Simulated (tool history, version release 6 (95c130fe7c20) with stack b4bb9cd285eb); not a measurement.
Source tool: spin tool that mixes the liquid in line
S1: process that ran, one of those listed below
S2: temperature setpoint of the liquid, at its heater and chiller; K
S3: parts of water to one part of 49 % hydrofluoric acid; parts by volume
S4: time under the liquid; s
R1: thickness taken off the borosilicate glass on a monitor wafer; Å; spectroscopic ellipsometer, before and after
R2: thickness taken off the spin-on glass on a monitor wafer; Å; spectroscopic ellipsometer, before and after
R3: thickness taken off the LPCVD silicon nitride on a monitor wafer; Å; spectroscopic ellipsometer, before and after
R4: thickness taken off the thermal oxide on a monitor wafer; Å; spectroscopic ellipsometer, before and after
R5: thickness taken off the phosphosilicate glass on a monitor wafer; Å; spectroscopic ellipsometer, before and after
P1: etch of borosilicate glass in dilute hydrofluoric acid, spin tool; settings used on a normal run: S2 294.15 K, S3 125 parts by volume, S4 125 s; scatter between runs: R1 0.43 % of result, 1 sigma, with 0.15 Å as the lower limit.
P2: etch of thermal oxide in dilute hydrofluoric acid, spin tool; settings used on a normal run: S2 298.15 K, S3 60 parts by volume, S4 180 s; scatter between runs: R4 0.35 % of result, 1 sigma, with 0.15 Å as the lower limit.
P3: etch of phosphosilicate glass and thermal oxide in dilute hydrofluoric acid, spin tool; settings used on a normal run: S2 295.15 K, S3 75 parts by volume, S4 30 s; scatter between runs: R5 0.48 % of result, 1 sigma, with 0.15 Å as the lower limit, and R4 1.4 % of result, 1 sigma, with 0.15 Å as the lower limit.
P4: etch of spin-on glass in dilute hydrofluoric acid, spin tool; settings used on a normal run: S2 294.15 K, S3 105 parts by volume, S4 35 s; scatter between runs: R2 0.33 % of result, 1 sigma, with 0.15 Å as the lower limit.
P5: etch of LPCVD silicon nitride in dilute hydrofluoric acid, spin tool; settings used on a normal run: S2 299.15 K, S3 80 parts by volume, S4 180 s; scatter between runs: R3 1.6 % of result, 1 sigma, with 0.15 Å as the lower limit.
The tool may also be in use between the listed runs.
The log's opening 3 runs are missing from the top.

{"run": 4, "hour": 50.8, "S1": "P1", "S2": 294.15, "S3": 125, "S4": 125, "R1": 465.73}
{"run": 5, "hour": 68.9, "S1": "P1", "S2": 294.15, "S3": 125, "S4": 125, "R1": 465.62}
{"run": 6, "hour": 77.7, "S1": "P5", "S2": 299.15, "S3": 80, "S4": 355, "R3": 26.737}
{"run": 7, "hour": 91.7, "S1": "P1", "S2": 290.15, "S3": 125, "S4": 125, "R1": 393.81}
{"run": 8, "hour": 107.0, "S1": "P1", "S2": 294.15, "S3": 125, "S4": 125, "R1": 466.44}
{"run": 9, "hour": 121.3, "S1": "P4", "S2": 294.15, "S3": 105, "S4": 35, "R2": 125.46}
{"run": 10, "hour": 138.0, "S1": "P2", "S2": 298.15, "S3": 90, "S4": 180, "R4": 97.657}
{"run": 11, "hour": 154.2, "S1": "P3", "S2": 295.15, "S3": 75, "S4": 30, "R4": 18.293, "R5": 657.19}
{"run": 12, "hour": 165.3, "S1": "P3", "S2": 295.15, "S3": 75, "S4": 30, "R4": 18.214, "R5": 658.18}
{"run": 13, "hour": 173.6, "S1": "P3", "S2": 295.15, "S3": 75, "S4": 15, "R4": 8.8609, "R5": 330.46}
{"run": 14, "hour": 184.1, "S1": "P5", "S2": 299.15, "S3": 80, "S4": 180, "R3": 13.685}
{"run": 15, "hour": 199.3, "S1": "P5", "S2": 299.15, "S3": 80, "S4": 180, "R3": 13.581}
{"run": 16, "hour": 215.8, "S1": "P1", "S2": 301.65, "S3": 125, "S4": 125, "R1": 616.15}
{"run": 17, "hour": 234.0, "S1": "P1", "S2": 294.15, "S3": 125, "S4": 125, "R1": 462.41}
{"run": 18, "hour": 252.3, "S1": "P3", "S2": 295.15, "S3": 140, "S4": 30, "R4": 8.9242, "R5": 324}
{"run": 19, "hour": 262.3, "S1": "P4", "S2": 290.15, "S3": 105, "S4": 35, "R2": 106.86}
{"run": 20, "hour": 280.0, "S1": "P1", "S2": 294.15, "S3": 35, "S4": 185, "R1": 2716.7}
{"run": 21, "hour": 295.1, "S1": "P1", "S2": 294.15, "S3": 125, "S4": 125, "R1": 460}
{"run": 22, "hour": 307.2, "S1": "P2", "S2": 298.15, "S3": 60, "S4": 295, "R4": 249.09}
{"run": 23, "hour": 326.1, "S1": "P3", "S2": 300.15, "S3": 75, "S4": 30, "R4": 21.373, "R5": 802.43}
{"run": 24, "hour": 339.7, "S1": "P1", "S2": 294.15, "S3": 80, "S4": 125, "R1": 763.91}
{"run": 25, "hour": 350.3, "S1": "P5", "S2": 299.15, "S3": 20, "S4": 180, "R3": 53.079}
{"run": 26, "hour": 363.2, "S1": "P1", "S2": 299.15, "S3": 125, "S4": 240, "R1": 1089.7}
{"run": 27, "hour": 378.6, "S1": "P4", "S2": 294.15, "S3": 105, "S4": 15, "R2": 54.222}

Run 28, settings as shown, results not yet in. Your forecast:
{"run": 28, "hour": 397.3, "S1": "P2", "S2": 304.15, "S3": 60, "S4": 180, "R4": "?"}

{"run 28": {"R4": 192.88}}

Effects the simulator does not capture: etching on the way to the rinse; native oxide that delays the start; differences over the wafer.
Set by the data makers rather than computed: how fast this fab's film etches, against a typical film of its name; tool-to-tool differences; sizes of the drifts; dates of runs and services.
